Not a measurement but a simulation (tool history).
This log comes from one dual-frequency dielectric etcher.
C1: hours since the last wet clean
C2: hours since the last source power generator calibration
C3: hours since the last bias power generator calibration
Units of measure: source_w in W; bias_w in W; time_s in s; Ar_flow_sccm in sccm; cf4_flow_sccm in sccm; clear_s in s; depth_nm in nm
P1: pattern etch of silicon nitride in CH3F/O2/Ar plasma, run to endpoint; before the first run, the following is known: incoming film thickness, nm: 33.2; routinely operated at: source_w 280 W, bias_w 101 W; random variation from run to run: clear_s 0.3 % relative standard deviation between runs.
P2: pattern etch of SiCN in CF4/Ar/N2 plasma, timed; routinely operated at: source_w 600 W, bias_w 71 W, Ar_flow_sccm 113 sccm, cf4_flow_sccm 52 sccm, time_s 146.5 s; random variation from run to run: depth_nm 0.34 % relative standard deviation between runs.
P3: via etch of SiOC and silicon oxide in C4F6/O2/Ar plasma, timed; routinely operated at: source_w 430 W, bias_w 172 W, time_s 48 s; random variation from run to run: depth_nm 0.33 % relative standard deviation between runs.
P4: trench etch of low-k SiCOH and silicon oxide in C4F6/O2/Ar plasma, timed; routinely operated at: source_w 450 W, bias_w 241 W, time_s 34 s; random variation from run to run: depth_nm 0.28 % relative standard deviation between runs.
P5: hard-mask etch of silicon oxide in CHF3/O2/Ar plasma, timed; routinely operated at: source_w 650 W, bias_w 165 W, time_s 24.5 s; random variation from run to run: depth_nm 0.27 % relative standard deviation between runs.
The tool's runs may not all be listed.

{"run": 1, "day": 0.483, "process": "P1", "source_w": 280, "bias_w": 101, "C1": 135.3, "C2": 1595.9, "C3": 3573.8, "clear_s": 49.174}
{"run": 2, "day": 0.912, "process": "P3", "source_w": 310, "bias_w": 172, "time_s": 48, "C1": 145.6, "C2": 1606.2, "C3": 3584.1, "depth_nm": 49.134}
{"run": 3, "day": 1.446, "process": "P1", "source_w": 340, "bias_w": 101, "C1": 158.4, "C2": 1619, "C3": 3596.9, "clear_s": 45.726}
{"run": 4, "day": 1.854, "process": "P1", "source_w": 280, "bias_w": 68, "C1": 168.2, "C2": 1628.8, "C3": 3606.7, "clear_s": 56.833}
{"run": 5, "day": 2.258, "process": "P2", "source_w": 710, "bias_w": 71, "time_s": 146.5, "Ar_flow_sccm": 113, "cf4_flow_sccm": 52, "C1": 177.9, "C2": 1638.5, "C3": 3616.4, "depth_nm": 172.75}
{"run": 6, "day": 2.742, "process": "P1", "source_w": 230, "bias_w": 123, "C1": 189.5, "C2": 1650.1, "C3": 3628, "clear_s": 49.111}
{"run": 7, "day": 3.229, "process": "P3", "source_w": 430, "bias_w": 219, "time_s": 48, "C1": 201.2, "C2": 1661.8, "C3": 3639.7, "depth_nm": 60.297}
{"run": 8, "day": 3.729, "process": "P2", "source_w": 600, "bias_w": 71, "time_s": 146.5, "Ar_flow_sccm": 113, "cf4_flow_sccm": 52, "C1": 213.2, "C2": 1673.8, "C3": 3651.7, "depth_nm": 148.83}
{"run": 9, "day": 4.038, "process": "P4", "source_w": 450, "bias_w": 310, "time_s": 34, "C1": 220.6, "C2": 1681.2, "C3": 3659.1, "depth_nm": 138.66}
{"run": 10, "day": 4.367, "process": "P2", "source_w": 600, "bias_w": 71, "time_s": 146.5, "Ar_flow_sccm": 113, "cf4_flow_sccm": 32, "C1": 228.5, "C2": 1689.1, "C3": 3667, "depth_nm": 136}
{"run": 11, "day": 4.729, "process": "P5", "source_w": 650, "bias_w": 165, "time_s": 13.5, "C1": 237.2, "C2": 1697.8, "C3": 3675.7, "depth_nm": 27.295}
{"run": 12, "day": 5.042, "process": "P4", "source_w": 450, "bias_w": 241, "time_s": 34, "C1": 244.7, "C2": 1705.3, "C3": 3683.2, "depth_nm": 126.46}
{"run": 13, "day": 5.458, "process": "P4", "source_w": 450, "bias_w": 241, "time_s": 22.5, "C1": 254.7, "C2": 1715.3, "C3": 3693.2, "depth_nm": 83.619}
{"run": 14, "day": 5.829, "process": "P2", "source_w": 600, "bias_w": 71, "time_s": 146.5, "Ar_flow_sccm": 113, "cf4_flow_sccm": 52, "C1": 263.6, "C2": 1724.2, "C3": 3702.1, "depth_nm": 148.14}
{"run": 15, "day": 6.346, "process": "P1", "source_w": 280, "bias_w": 101, "C1": 276, "C2": 1736.6, "C3": 3714.5, "clear_s": 49.475}
{"run": 16, "day": 6.779, "process": "P5", "source_w": 650, "bias_w": 165, "time_s": 24.5, "C1": 286.4, "C2": 1747, "C3": 3724.9, "depth_nm": 49.609}
{"run": 17, "day": 7.029, "process": "P1", "source_w": 280, "bias_w": 128, "C1": 292.4, "C2": 1753, "C3": 3730.9, "clear_s": 45.312}
{"run": 18, "day": 7.533, "process": "P4", "source_w": 540, "bias_w": 241, "time_s": 34, "C1": 304.5, "C2": 1765.1, "C3": 3743, "depth_nm": 136.07}
{"run": 19, "day": 7.812, "process": "P1", "source_w": 280, "bias_w": 101, "C1": 311.2, "C2": 1771.8, "C3": 3749.7, "clear_s": 49.249}
{"run": 20, "day": 8.083, "process": "P3", "source_w": 430, "bias_w": 172, "time_s": 48, "C1": 317.7, "C2": 1778.3, "C3": 3756.2, "depth_nm": 55.602}
{"run": 21, "day": 8.483, "process": "P1", "source_w": 280, "bias_w": 101, "C1": 327.3, "C2": 1787.9, "C3": 3765.8, "clear_s": 49.152}
{"run": 22, "day": 8.946, "process": "P2", "source_w": 600, "bias_w": 71, "time_s": 146.5, "Ar_flow_sccm": 143, "cf4_flow_sccm": 52, "C1": 338.4, "C2": 1799, "C3": 3776.9, "depth_nm": 141.84}
{"run": 23, "day": 9.279, "process": "P2", "source_w": 600, "bias_w": 71, "time_s": 218.5, "Ar_flow_sccm": 113, "cf4_flow_sccm": 52, "C1": 346.4, "C2": 1807, "C3": 3784.9, "depth_nm": 220.26}
{"run": 24, "day": 9.675, "process": "P1", "source_w": 160, "bias_w": 101, "C1": 355.9, "C2": 1816.5, "C3": 3794.4, "clear_s": 60.31}
{"run": 25, "day": 10.075, "process": "P4", "source_w": 450, "bias_w": 241, "time_s": 34, "C1": 365.5, "C2": 1826.1, "C3": 3804, "depth_nm": 125.84}
{"run": 26, "day": 10.462, "process": "P2", "source_w": 600, "bias_w": 44, "time_s": 146.5, "Ar_flow_sccm": 113, "cf4_flow_sccm": 52, "C1": 374.8, "C2": 1835.4, "C3": 3813.3, "depth_nm": 126.18}
{"run": 27, "day": 10.804, "process": "P1", "source_w": 280, "bias_w": 101, "C1": 383, "C2": 1843.6, "C3": 3821.5, "clear_s": 49.375}
{"run": 28, "day": 11.225, "process": "P5", "source_w": 880, "bias_w": 165, "time_s": 24.5, "C1": 393.1, "C2": 1853.7, "C3": 3831.6, "depth_nm": 55.947}
{"day": 11.325, "done": "bias power generator calibrated"}
{"run": 29, "day": 11.75, "process": "P3", "source_w": 430, "bias_w": 172, "time_s": 27.5, "C1": 405.7, "C2": 1866.3, "C3": 10.3, "depth_nm": 31.768}
{"run": 30, "day": 12.088, "process": "P5", "source_w": 650, "bias_w": 165, "time_s": 24.5, "C1": 413.8, "C2": 1874.4, "C3": 18.4, "depth_nm": 49.692}
{"run": 31, "day": 12.5, "process": "P5", "source_w": 650, "bias_w": 101, "time_s": 24.5, "C1": 423.7, "C2": 1884.3, "C3": 28.3, "depth_nm": 42.488}
{"run": 32, "day": 12.996, "process": "P1", "source_w": 280, "bias_w": 101, "C1": 435.6, "C2": 1896.2, "C3": 40.2, "clear_s": 49.281}
{"run": 33, "day": 13.338, "process": "P3", "source_w": 430, "bias_w": 172, "time_s": 48, "C1": 443.8, "C2": 1904.4, "C3": 48.4, "depth_nm": 55.734}
{"run": 34, "day": 13.592, "process": "P1", "source_w": 280, "bias_w": 101, "C1": 449.9, "C2": 1910.5, "C3": 54.5, "clear_s": 49.251}
{"run": 35, "day": 14.008, "process": "P1", "source_w": 280, "bias_w": 101, "C1": 459.9, "C2": 1920.5, "C3": 64.5, "clear_s": 49.233}
{"run": 36, "day": 14.471, "process": "P1", "source_w": 280, "bias_w": 101, "C1": 471, "C2": 1931.6, "C3": 75.6, "clear_s": 48.641}
{"run": 37, "day": 15.004, "process": "P1", "source_w": 280, "bias_w": 101, "C1": 483.8, "C2": 1944.4, "C3": 88.4, "clear_s": 48.616}
{"run": 38, "day": 15.275, "process": "P1", "source_w": 280, "bias_w": 101, "C1": 490.3, "C2": 1950.9, "C3": 94.9, "clear_s": 48.83}
{"day": 15.592, "done": "wet clean of the chamber"}
{"run": 39, "day": 15.812, "process": "P1", "source_w": 280, "bias_w": 101, "C1": 5.4, "C2": 1963.8, "C3": 107.8, "clear_s": 48.308}
{"run": 40, "day": 16.138, "process": "P1", "source_w": 280, "bias_w": 101, "C1": 13.2, "C2": 1971.6, "C3": 115.6, "clear_s": 48.365}
{"run": 41, "day": 16.612, "process": "P1", "source_w": 280, "bias_w": 101, "C1": 24.6, "C2": 1983, "C3": 127, "clear_s": 48.558}
{"run": 42, "day": 16.962, "process": "P1", "source_w": 280, "bias_w": 101, "C1": 33, "C2": 1991.4, "C3": 135.4, "clear_s": 48.642}
{"run": 43, "day": 17.262, "process": "P1", "source_w": 280, "bias_w": 101, "C1": 40.2, "C2": 1998.6, "C3": 142.6, "clear_s": 48.624}
{"run": 44, "day": 17.638, "process": "P1", "source_w": 280, "bias_w": 101, "C1": 49.2, "C2": 2007.6, "C3": 151.6, "clear_s": 48.701}

Something has made what P1 gives creep away from where it was; the 2 causes below, each at its own stated size, fit the log equally well:
A: source power that arrives over what is set, % = 4.53
B: bias power that arrives over what is set, % = 4.43
The process output started creeping at around day 13.592.
All other causes, with the reason each is excluded:
chamber walls in a state that raises the etch rate, %: serviced at day 15.592, which brought nothing back

The 4 check runs listed below each average the results of 2 wafers, and their outcomes are marked with question marks. Under which run would the listed causes produce clearly different results?
{"run": "check 1", "day": 18.012, "process": "P3", "source_w": 430, "bias_w": 218, "time_s": 48, "depth_nm": "?"}
{"run": "check 2", "day": 18.012, "process": "P5", "source_w": 870, "bias_w": 165, "time_s": 24.5, "depth_nm": "?"}
{"run": "check 3", "day": 18.012, "process": "P4", "source_w": 540, "bias_w": 241, "time_s": 34, "depth_nm": "?"}
{"run": "check 4", "day": 18.012, "process": "P2", "source_w": 600, "bias_w": 71, "time_s": 184, "Ar_flow_sccm": 113, "cf4_flow_sccm": 41, "depth_nm": "?"}

Expected result of each check under each candidate cause:
check=check_1 result=depth_nm if_A=60.935 if_B=60.782
check=check_2 result=depth_nm if_A=56.576 if_B=56.396
check=check_3 result=depth_nm if_A=138.09 if_B=137.71
check=check_4 result=depth_nm if_A=185.66 if_B=181.62
Per-check spread between the two closest causes, in the result where they differ most: check 1 0.25 %; check 2 0.32 %; check 3 0.28 %; check 4 2.2 %
The causes can be told apart only by check 4. The other checks would give nearly the same results under each of them.

Then check 4 was run and gave: depth_nm 185.97 nm. Which cause is it?

Of the candidate causes, it is A: source power that arrives over what is set, %.
